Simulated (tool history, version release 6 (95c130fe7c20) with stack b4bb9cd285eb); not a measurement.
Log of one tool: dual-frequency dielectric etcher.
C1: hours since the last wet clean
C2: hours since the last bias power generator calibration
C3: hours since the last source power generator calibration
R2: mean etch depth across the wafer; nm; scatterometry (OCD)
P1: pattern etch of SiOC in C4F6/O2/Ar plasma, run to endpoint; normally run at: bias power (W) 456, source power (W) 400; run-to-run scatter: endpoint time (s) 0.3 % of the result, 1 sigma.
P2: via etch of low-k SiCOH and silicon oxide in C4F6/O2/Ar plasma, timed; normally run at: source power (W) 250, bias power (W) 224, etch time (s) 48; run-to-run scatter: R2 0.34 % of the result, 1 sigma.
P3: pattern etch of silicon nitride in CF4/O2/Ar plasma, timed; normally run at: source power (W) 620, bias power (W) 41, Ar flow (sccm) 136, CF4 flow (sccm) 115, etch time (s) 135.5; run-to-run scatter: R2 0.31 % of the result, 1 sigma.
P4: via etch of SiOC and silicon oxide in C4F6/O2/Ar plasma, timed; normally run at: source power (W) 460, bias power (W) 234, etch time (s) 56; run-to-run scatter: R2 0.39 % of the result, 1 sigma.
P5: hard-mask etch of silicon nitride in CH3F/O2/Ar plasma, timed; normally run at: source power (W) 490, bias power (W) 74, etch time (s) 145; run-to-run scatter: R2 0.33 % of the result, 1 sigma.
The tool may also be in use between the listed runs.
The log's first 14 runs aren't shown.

run 15 hour=159.2 | process_that_ran=P1 bias_power_(W)=456 source_power_(W)=240 | C1=241.9 C2=1724.7 C3=1108.6 | endpoint_time_(s)=15.041
run 16 hour=169.1 | process_that_ran=P1 bias_power_(W)=288 source_power_(W)=400 | C1=251.8 C2=1734.6 C3=1118.5 | endpoint_time_(s)=14.647
run 17 hour=180.9 | process_that_ran=P5 bias_power_(W)=55 source_power_(W)=490 etch_time_(s)=145 | C1=263.6 C2=1746.4 C3=1130.3 | R2=103.98
run 18 hour=187.9 | process_that_ran=P4 bias_power_(W)=234 source_power_(W)=460 etch_time_(s)=69.5 | C1=270.6 C2=1753.4 C3=1137.3 | R2=90.539
run 19 hour=195.7 | process_that_ran=P4 bias_power_(W)=234 source_power_(W)=460 etch_time_(s)=56 | C1=278.4 C2=1761.2 C3=1145.1 | R2=72.575
run 20 hour=202.9 | process_that_ran=P3 bias_power_(W)=29 source_power_(W)=620 etch_time_(s)=135.5 Ar_flow_(sccm)=136 CF4_flow_(sccm)=115 | C1=285.6 C2=1768.4 C3=1152.3 | R2=256.15
run 21 hour=214.3 | process_that_ran=P3 bias_power_(W)=41 source_power_(W)=620 etch_time_(s)=135.5 Ar_flow_(sccm)=136 CF4_flow_(sccm)=81 | C1=297 C2=1779.8 C3=1163.7 | R2=272.44
run 22 hour=223.8 | process_that_ran=P5 bias_power_(W)=74 source_power_(W)=490 etch_time_(s)=145 | C1=306.5 C2=1789.3 C3=1173.2 | R2=114.75
run 23 hour=236.1 | process_that_ran=P2 bias_power_(W)=224 source_power_(W)=250 etch_time_(s)=48 | C1=318.8 C2=1801.6 C3=1185.5 | R2=104.84
run 24 hour=247.9 | process_that_ran=P1 bias_power_(W)=456 source_power_(W)=400 | C1=330.6 C2=1813.4 C3=1197.3 | endpoint_time_(s)=12.522
run 25 hour=261.5 | process_that_ran=P1 bias_power_(W)=456 source_power_(W)=400 | C1=344.2 C2=1827 C3=1210.9 | endpoint_time_(s)=12.468
run 26 hour=269.5 | process_that_ran=P5 bias_power_(W)=74 source_power_(W)=320 etch_time_(s)=145 | C1=352.2 C2=1835 C3=1218.9 | R2=97.403
run 27 hour=279.4 | process_that_ran=P3 bias_power_(W)=41 source_power_(W)=620 etch_time_(s)=135.5 Ar_flow_(sccm)=179 CF4_flow_(sccm)=115 | C1=362.1 C2=1844.9 C3=1228.8 | R2=277.83
run 28 hour=292.4 | process_that_ran=P1 bias_power_(W)=456 source_power_(W)=560 | C1=375.1 C2=1857.9 C3=1241.8 | endpoint_time_(s)=11.014
run 29 hour=301.9 | process_that_ran=P5 bias_power_(W)=74 source_power_(W)=490 etch_time_(s)=145 | C1=384.6 C2=1867.4 C3=1251.3 | R2=114.72
run 30 hour=315.3 | process_that_ran=P3 bias_power_(W)=41 source_power_(W)=620 etch_time_(s)=135.5 Ar_flow_(sccm)=136 CF4_flow_(sccm)=115 | C1=398 C2=1880.8 C3=1264.7 | R2=289.02
run 31 hour=328.1 | process_that_ran=P3 bias_power_(W)=41 source_power_(W)=620 etch_time_(s)=187.5 Ar_flow_(sccm)=136 CF4_flow_(sccm)=115 | C1=410.8 C2=1893.6 C3=1277.5 | R2=398.7
run 32 hour=334.9 | process_that_ran=P1 bias_power_(W)=456 source_power_(W)=400 | C1=417.6 C2=1900.4 C3=1284.3 | endpoint_time_(s)=12.47
run 33 hour=350.1 | process_that_ran=P1 bias_power_(W)=456 source_power_(W)=400 | C1=432.8 C2=1915.6 C3=1299.5 | endpoint_time_(s)=12.484
run 34 hour=357.6 | process_that_ran=P1 bias_power_(W)=456 source_power_(W)=400 | C1=440.3 C2=1923.1 C3=1307 | endpoint_time_(s)=12.565
run 35 hour=369.4 | process_that_ran=P1 bias_power_(W)=456 source_power_(W)=400 | C1=452.1 C2=1934.9 C3=1318.8 | endpoint_time_(s)=12.547
run 36 hour=377.7 | process_that_ran=P1 bias_power_(W)=456 source_power_(W)=400 | C1=460.4 C2=1943.2 C3=1327.1 | endpoint_time_(s)=12.593
run 37 hour=392.3 | process_that_ran=P1 bias_power_(W)=456 source_power_(W)=400 | C1=475 C2=1957.8 C3=1341.7 | endpoint_time_(s)=12.558
run 38 hour=399.8 | process_that_ran=P1 bias_power_(W)=456 source_power_(W)=400 | C1=482.5 C2=1965.3 C3=1349.2 | endpoint_time_(s)=12.566

The next listed run, before its measurement:
run 39 hour=406.7 | process_that_ran=P1 bias_power_(W)=456 source_power_(W)=400 | C1=489.4 C2=1972.2 C3=1356.1 | endpoint_time_(s)=?

endpoint time (s): 12.618
